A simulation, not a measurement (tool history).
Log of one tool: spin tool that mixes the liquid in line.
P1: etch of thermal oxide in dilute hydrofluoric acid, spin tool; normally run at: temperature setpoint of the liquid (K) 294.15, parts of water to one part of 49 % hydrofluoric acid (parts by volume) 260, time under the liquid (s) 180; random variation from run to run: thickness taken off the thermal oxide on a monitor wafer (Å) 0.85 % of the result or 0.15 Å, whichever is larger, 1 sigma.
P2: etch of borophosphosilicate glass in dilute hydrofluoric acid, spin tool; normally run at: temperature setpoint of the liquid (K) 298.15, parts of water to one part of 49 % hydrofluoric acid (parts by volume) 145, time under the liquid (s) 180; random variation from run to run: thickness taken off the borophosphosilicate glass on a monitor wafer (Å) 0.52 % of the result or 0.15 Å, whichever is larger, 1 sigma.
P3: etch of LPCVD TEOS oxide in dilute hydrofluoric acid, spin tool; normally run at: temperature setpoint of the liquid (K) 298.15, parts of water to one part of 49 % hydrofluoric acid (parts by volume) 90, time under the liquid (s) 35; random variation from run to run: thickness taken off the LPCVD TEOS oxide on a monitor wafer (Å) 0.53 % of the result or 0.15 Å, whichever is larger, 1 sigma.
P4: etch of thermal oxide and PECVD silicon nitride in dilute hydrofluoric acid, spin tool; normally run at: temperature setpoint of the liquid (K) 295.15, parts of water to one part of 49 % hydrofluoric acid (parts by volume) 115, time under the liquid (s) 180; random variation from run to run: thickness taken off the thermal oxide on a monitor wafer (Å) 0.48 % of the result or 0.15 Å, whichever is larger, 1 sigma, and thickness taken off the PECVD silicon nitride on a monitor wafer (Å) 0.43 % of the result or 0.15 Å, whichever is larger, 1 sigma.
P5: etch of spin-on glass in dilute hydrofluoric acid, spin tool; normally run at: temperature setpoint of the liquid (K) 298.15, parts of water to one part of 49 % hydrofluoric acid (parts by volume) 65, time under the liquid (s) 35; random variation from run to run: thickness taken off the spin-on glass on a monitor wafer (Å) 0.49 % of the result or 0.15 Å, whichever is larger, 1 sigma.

run	day	process that ran	temperature setpoint of the liquid (K)	parts of water to one part of 49 % hydrofluoric acid (parts by volume)	time under the liquid (s)	hours since the thermometer was replaced	hours since the hydrofluoric acid flow meter was replaced	thickness taken off the thermal oxide on a monitor wafer (Å)	thickness taken off the LPCVD TEOS oxide on a monitor wafer (Å)	thickness taken off the spin-on glass on a monitor wafer (Å)	thickness taken off the PECVD silicon nitride on a monitor wafer (Å)	thickness taken off the borophosphosilicate glass on a monitor wafer (Å)
1	0.229	P1	294.15	260	180	1209.1	504.2	24.463				
2	0.542	P1	294.15	260	180	1216.6	511.7	24.544				
3	0.896	P3	298.15	90	35	1225.1	520.2		118.21			
4	1.154	P5	298.15	65	15	1231.3	526.4			136.7		
5	1.333	P4	295.15	115	320	1235.6	530.7	116.07			87.787	
6	1.712	P1	301.65	440	180	1244.7	539.8	15.569				
7	1.892	P3	298.15	90	15	1249	544.1		50.483			
8	2.246	P1	290.65	260	305	1257.5	552.6	36.12				
9	2.608	P4	295.15	200	180	1266.2	561.3	34.614			28.89	
10	2.954	P1	301.15	260	180	1274.5	569.6	31.472				
11	3.346	P4	303.15	115	180	1283.9	579	88.094			82.4	
12	3.679	P2	298.15	145	55	1291.9	587					141.73
13	4.025	P1	294.15	260	180	1300.2	595.3	24.531				
14	4.246	P1	294.15	100	180	1305.5	600.6	74.942				
15	4.604	P2	298.15	145	180	1314.1	609.2					462.52
16	4.933	P5	298.15	40	35	1322	617.1			537.64		
17	5.275	P1	294.15	380	180	1330.2	625.3	15.058				
18	5.542	P3	298.15	90	35	1336.6	631.7		116.52			
19	5.779	P3	303.15	90	35	1342.3	637.4		144.3			
20	6.033	P1	294.15	260	180	1348.4	643.5	24.633				
21	6.383	P2	290.15	145	180	1356.8	651.9					339.21
22	6.675	P1	294.15	260	180	1363.8	658.9	24.613				
23	6.867	P2	298.15	145	180	1368.4	663.5					465.36

Run 24 comes next. What will it give?
24	7.262	P1	290.15	260	180	1377.9	673	?				

{"run 24": {"thickness taken off the thermal oxide on a monitor wafer (Å)": 20.901}}

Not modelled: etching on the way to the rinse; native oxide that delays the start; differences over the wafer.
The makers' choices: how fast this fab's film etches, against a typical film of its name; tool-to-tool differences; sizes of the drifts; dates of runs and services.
